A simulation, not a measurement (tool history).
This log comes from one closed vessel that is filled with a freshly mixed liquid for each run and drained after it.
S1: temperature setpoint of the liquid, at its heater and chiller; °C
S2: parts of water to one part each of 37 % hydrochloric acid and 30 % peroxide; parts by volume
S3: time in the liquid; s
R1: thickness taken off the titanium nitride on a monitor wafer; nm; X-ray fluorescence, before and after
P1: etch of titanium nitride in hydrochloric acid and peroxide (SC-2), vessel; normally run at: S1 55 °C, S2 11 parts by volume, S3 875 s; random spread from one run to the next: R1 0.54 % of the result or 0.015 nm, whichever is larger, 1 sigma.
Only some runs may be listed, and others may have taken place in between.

{"run": 1, "hour": 4.6, "S1": 55, "S2": 11, "S3": 875, "R1": 24.803}
{"run": 2, "hour": 12.9, "S1": 55, "S2": 4, "S3": 875, "R1": 53.518}
{"run": 3, "hour": 19.9, "S1": 55, "S2": 11, "S3": 330, "R1": 9.3456}
{"run": 4, "hour": 25.3, "S1": 55, "S2": 11, "S3": 875, "R1": 24.876}
{"run": 5, "hour": 33.6, "S1": 55, "S2": 11, "S3": 875, "R1": 24.567}
{"run": 6, "hour": 41.8, "S1": 65.5, "S2": 11, "S3": 875, "R1": 47.458}
{"run": 7, "hour": 50.6, "S1": 55, "S2": 20, "S3": 875, "R1": 14.465}
{"run": 8, "hour": 58.2, "S1": 55, "S2": 11, "S3": 875, "R1": 24.642}
{"run": 9, "hour": 63.2, "S1": 55, "S2": 11, "S3": 1695, "R1": 47.473}
{"run": 10, "hour": 67.6, "S1": 55, "S2": 11, "S3": 875, "R1": 24.699}
{"run": 11, "hour": 74.2, "S1": 62, "S2": 11, "S3": 1285, "R1": 56.625}
{"run": 12, "hour": 79.0, "S1": 47, "S2": 11, "S3": 875, "R1": 14.379}
{"run": 13, "hour": 84.0, "S1": 55, "S2": 11, "S3": 875, "R1": 24.763}
{"run": 14, "hour": 90.8, "S1": 55, "S2": 11, "S3": 875, "R1": 24.835}
{"run": 15, "hour": 95.2, "S1": 55, "S2": 11, "S3": 875, "R1": 24.794}
{"run": 16, "hour": 104.4, "S1": 55, "S2": 11, "S3": 875, "R1": 23.601}
{"run": 17, "hour": 111.4, "S1": 55, "S2": 11, "S3": 875, "R1": 23.051}
{"run": 18, "hour": 117.5, "S1": 55, "S2": 11, "S3": 875, "R1": 22.492}
{"hour": 121.4, "done": "new drum of peroxide connected"}
{"run": 19, "hour": 122.0, "S1": 55, "S2": 11, "S3": 875, "R1": 22.572}
{"run": 20, "hour": 128.2, "S1": 55, "S2": 11, "S3": 875, "R1": 22.501}
{"run": 21, "hour": 132.7, "S1": 55, "S2": 11, "S3": 875, "R1": 22.662}
{"run": 22, "hour": 138.2, "S1": 55, "S2": 11, "S3": 875, "R1": 22.72}

The log shows P1 creeping away from where it was. Any of the 2 causes listed here, at the size stated for it, fits the log just as well as the others:
A: liquid colder than its thermometer reads (K) = 1.48
B: chemicals flow below the setpoint (%) = 10.6
The gradual shift began around hour 95.2.
All other causes, with the reason each is excluded:
peroxide weaker than its label (%): work on it at hour 121.4, done after the drift set in, did not restore what the process gave before

Each of the check runs listed below is run on 5 wafers and reports their average, with the results left as question marks. Pick the one under which the possible causes would lead to clearly different results.
{"run": "check 1", "hour": 143.7, "S1": 55, "S2": 19, "S3": 1695, "R1": "?"}
{"run": "check 2", "hour": 143.7, "S1": 55, "S2": 19.5, "S3": 1215, "R1": "?"}
{"run": "check 3", "hour": 143.7, "S1": 55, "S2": 4, "S3": 1445, "R1": "?"}
{"run": "check 4", "hour": 143.7, "S1": 55, "S2": 19.5, "S3": 1255, "R1": "?"}

Check results expected under each cause:
check=check_1 result=R1 if_A=26.969 if_B=26.814
check=check_2 result=R1 if_A=18.883 if_B=18.769
check=check_3 result=R1 if_A=80.471 if_B=82.104
check=check_4 result=R1 if_A=19.504 if_B=19.387
Gap, in per cent, between the two causes that each check separates least, read from the result that separates them most: check 1 0.58 %; check 2 0.6 %; check 3 2.01 %; check 4 0.6 %
Check 3 distinguishes between the causes, while the remaining checks would return nearly the same result for all of them.

With check 3 done, the readings were: R1 82.03 nm. Identify which of the listed causes applies.

The cause is B: chemicals flow below the setpoint (%).
